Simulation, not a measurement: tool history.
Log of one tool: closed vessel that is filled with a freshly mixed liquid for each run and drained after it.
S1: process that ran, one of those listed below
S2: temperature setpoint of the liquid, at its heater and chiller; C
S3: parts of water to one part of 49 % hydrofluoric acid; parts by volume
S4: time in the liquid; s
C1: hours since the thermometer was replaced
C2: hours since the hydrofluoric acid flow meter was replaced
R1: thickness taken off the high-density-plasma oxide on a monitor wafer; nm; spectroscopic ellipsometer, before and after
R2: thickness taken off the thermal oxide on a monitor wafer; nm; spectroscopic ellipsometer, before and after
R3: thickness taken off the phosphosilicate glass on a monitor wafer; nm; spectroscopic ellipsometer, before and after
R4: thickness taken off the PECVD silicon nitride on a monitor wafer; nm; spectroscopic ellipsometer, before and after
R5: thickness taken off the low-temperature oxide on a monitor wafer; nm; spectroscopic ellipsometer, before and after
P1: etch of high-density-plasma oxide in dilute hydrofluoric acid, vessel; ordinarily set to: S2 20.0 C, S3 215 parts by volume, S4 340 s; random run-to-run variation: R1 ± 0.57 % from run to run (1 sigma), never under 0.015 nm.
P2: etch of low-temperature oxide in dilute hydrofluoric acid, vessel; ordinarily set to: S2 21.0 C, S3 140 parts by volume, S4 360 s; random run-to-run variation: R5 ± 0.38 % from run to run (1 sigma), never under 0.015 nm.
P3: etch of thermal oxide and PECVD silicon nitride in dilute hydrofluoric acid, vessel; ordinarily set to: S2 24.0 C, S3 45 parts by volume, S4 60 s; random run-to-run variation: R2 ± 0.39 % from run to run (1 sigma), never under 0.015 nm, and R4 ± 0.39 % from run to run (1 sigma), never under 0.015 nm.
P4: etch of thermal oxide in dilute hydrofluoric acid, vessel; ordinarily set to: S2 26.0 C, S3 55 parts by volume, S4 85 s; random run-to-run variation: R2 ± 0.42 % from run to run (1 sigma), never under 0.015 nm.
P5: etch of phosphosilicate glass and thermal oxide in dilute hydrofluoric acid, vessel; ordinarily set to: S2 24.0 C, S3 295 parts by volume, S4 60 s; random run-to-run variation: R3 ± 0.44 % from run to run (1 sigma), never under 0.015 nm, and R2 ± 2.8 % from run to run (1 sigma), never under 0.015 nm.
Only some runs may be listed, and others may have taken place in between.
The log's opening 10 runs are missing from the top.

run   hour  S1    S2   S3   S4      C1     C2       R1        R2      R3      R4      R5
 11  135.0  P3  24.0   45   30  1682.2  685.8            3.60610          2.9086
 12  149.4  P1  20.0  215  340  1696.6  700.2   5.9027
 13  160.9  P1  20.0  215  340  1708.1  711.7   5.9426
 14  175.3  P4  26.0   55   85  1722.5  726.1            8.50660
 15  189.0  P2  21.0  140  360  1736.2  739.8                                     42.911
 16  199.1  P3  24.0   45   60  1746.3  749.9            7.23360          5.8293
 17  214.5  P2  21.0   70  360  1761.7  765.3                                     93.738
 18  230.7  P5  24.0  295   60  1777.9  781.5            0.82039  33.658
 19  238.2  P2  28.0  140  360  1785.4  789.0                                     56.430
 20  248.5  P1  20.0  215  495  1795.7  799.3   8.5817
 21  265.1  P4  30.5   55   85  1812.3  815.9           10.13000
 22  281.0  P1  20.0  395  340  1828.2  831.8   2.7519
 23  296.6  P4  26.0   55   85  1843.8  847.4            8.51690
 24  308.7  P3  24.0   60   60  1855.9  859.5            5.29340          4.3450
 25  319.8  P1  20.0  215  165  1867.0  870.6   2.8816
     321.2  -- thermometer replaced
 26  334.5  P1  20.0  215  340    13.4  885.3   6.0103
 27  349.4  P3  18.5   45   60    28.3  900.2            5.73950          3.9444
 28  363.7  P1  20.0   50  610    42.6  914.5  54.6780

Forecast run 29:
 29  376.8  P5  30.0  295  60  55.7  927.6       ?   ?

{"run 29": {"R2": 0.96022, "R3": 41.09}}

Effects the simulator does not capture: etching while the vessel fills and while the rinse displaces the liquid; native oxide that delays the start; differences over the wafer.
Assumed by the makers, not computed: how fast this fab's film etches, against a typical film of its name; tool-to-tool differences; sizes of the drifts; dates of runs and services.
